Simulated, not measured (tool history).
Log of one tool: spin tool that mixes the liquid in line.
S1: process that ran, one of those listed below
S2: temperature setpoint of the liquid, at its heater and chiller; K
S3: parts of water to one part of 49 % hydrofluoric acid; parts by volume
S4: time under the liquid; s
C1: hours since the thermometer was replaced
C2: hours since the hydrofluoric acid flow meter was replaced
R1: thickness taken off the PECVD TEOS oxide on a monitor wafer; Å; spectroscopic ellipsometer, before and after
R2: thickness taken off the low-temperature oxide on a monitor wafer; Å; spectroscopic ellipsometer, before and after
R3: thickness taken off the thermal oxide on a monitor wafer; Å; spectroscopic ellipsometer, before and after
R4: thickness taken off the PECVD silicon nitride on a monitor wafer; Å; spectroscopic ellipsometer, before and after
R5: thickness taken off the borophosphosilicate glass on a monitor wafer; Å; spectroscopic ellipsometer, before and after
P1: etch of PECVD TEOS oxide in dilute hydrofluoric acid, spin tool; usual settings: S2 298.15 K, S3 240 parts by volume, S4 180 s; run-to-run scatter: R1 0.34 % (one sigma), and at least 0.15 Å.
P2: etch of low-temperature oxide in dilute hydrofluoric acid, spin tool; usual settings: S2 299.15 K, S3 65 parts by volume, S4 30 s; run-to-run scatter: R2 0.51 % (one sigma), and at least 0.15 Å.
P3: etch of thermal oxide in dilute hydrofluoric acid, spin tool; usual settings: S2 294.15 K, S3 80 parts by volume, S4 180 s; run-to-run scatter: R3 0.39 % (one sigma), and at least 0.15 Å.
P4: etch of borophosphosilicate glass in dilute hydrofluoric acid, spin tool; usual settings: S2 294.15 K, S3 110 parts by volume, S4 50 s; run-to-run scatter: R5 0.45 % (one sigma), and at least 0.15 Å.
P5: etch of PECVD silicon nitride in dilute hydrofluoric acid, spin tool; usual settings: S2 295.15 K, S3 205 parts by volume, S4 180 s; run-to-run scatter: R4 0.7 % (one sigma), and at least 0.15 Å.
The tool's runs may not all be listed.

run   hour  S1      S2   S3   S4      C1     C2       R1       R2       R3      R4      R5
  1   17.5  P1  298.15  240  180  1343.9  355.3  120.300
  2   28.7  P2  299.15  105   30  1355.1  366.5            50.756
  3   42.0  P1  298.15  240   65  1368.4  379.8   43.495
  4   57.5  P3  294.15   80  180  1383.9  395.3                     96.920
  5   76.8  P5  295.15  205  180  1403.2  414.6                             35.255
  6   91.3  P4  294.15  110   50  1417.7  429.1                                     334.38
  7  100.1  P3  294.15   80  325  1426.5  437.9                    173.780
  8  117.7  P5  295.15  205  365  1444.1  455.5                             70.216
  9  136.0  P1  298.15  240  180  1462.4  473.8  120.540
 10  144.4  P1  298.15  240  330  1470.8  482.2  221.410
 11  157.2  P5  295.15  205  180  1483.6  495.0                             35.148
 12  174.2  P1  298.15  240  180  1500.6  512.0  119.910
 13  183.0  P1  298.15  110  180  1509.4  520.8  303.950
 14  194.4  P2  307.15   65   30  1520.8  532.2           118.500
 15  208.0  P5  295.15  320  180  1534.4  545.8                             22.553
 16  222.4  P1  298.15  335  180  1548.8  560.2   78.124
 17  232.3  P1  298.15  400  255  1558.7  570.1   87.026
 18  244.2  P1  298.15  240  180  1570.6  582.0  120.120
 19  254.9  P1  305.15  240  180  1581.3  592.7  153.380
 20  268.7  P1  298.15  240  180  1595.1  606.5  120.380
 21  278.4  P3  294.15   80  180  1604.8  616.2                     96.451
 22  287.1  P1  298.15  240  180  1613.5  624.9  119.770
 23  303.5  P5  299.15  205  180  1629.9  641.3                             45.130
 24  314.5  P1  290.65  240  180  1640.9  652.3   90.833
 25  323.1  P3  301.15   80  180  1649.5  660.9                    127.440
 26  341.9  P2  299.15   65   60  1668.3  679.7           172.840
 27  353.5  P3  294.15  140  180  1679.9  691.3                     51.647
 28  361.8  P2  299.15   65   30  1688.2  699.6            86.032
 29  375.0  P4  294.15  110   75  1701.4  712.8                                     499.94
 30  387.3  P4  294.15  165   50  1713.7  725.1                                     210.37
 31  400.1  P4  301.15  110   50  1726.5  737.9                                     440.24
 32  408.4  P1  298.15   65  325  1734.8  746.2  979.400
 33  426.5  P1  298.15  240  180  1752.9  764.3  119.820
 34  435.5  P1  298.15  240  180  1761.9  773.3  122.020
 35  451.4  P1  298.15  240  180  1777.8  789.2  123.730
 36  466.6  P1  298.15  240  180  1793.0  804.4  125.790
 37  478.6  P1  298.15  240  180  1805.0  816.4  124.830
 38  487.5  P1  298.15  240  180  1813.9  825.3  125.930
 39  503.8  P1  298.15  240  180  1830.2  841.6  126.660
 40  521.1  P1  298.15  240  180  1847.5  858.9  126.230
 41  531.7  P1  298.15  240  180  1858.1  869.5  127.000
 42  548.7  P1  298.15  240  180  1875.1  886.5  126.460
 43  562.4  P1  298.15  240  180  1888.8  900.2  126.340
 44  579.3  P1  298.15  240  180  1905.7  917.1  126.830

What P1 gives has crept away from where it was. These 2 causes fit the log equally well, each at the size given:
A: liquid hotter than its thermometer reads (K) = 1.6
B: hydrofluoric acid flow above the setpoint (%) = 4.6
The creep began at about hour 426.5.

4 check runs are offered, one wafer each, their results left as question marks. Which one tells the causes apart?
check 1  596.2  P4  301.15  165   50                           ?
check 2  596.2  P2  305.65   65   55               ?
check 3  596.2  P5  295.15  205  345                       ?
check 4  596.2  P3  294.15  135  180                   ?

What each check would give under each cause:
  check  result     if A     if B
check 1      R5   289.88   288.84
check 2      R2  217.200  214.900
check 3      R4   73.855   69.693
check 4      R3   57.245   56.581
How far apart the two closest causes lie, in the result that separates them most: check 1 0.36 %; check 2 1.06 %; check 3 5.8 %; check 4 1.17 %
Check 3 tells the causes apart: in the others they would give nearly the same result.

Then check 3 was run and gave: R4 70.243 Å. Which cause is it?

It is B: hydrofluoric acid flow above the setpoint (%).
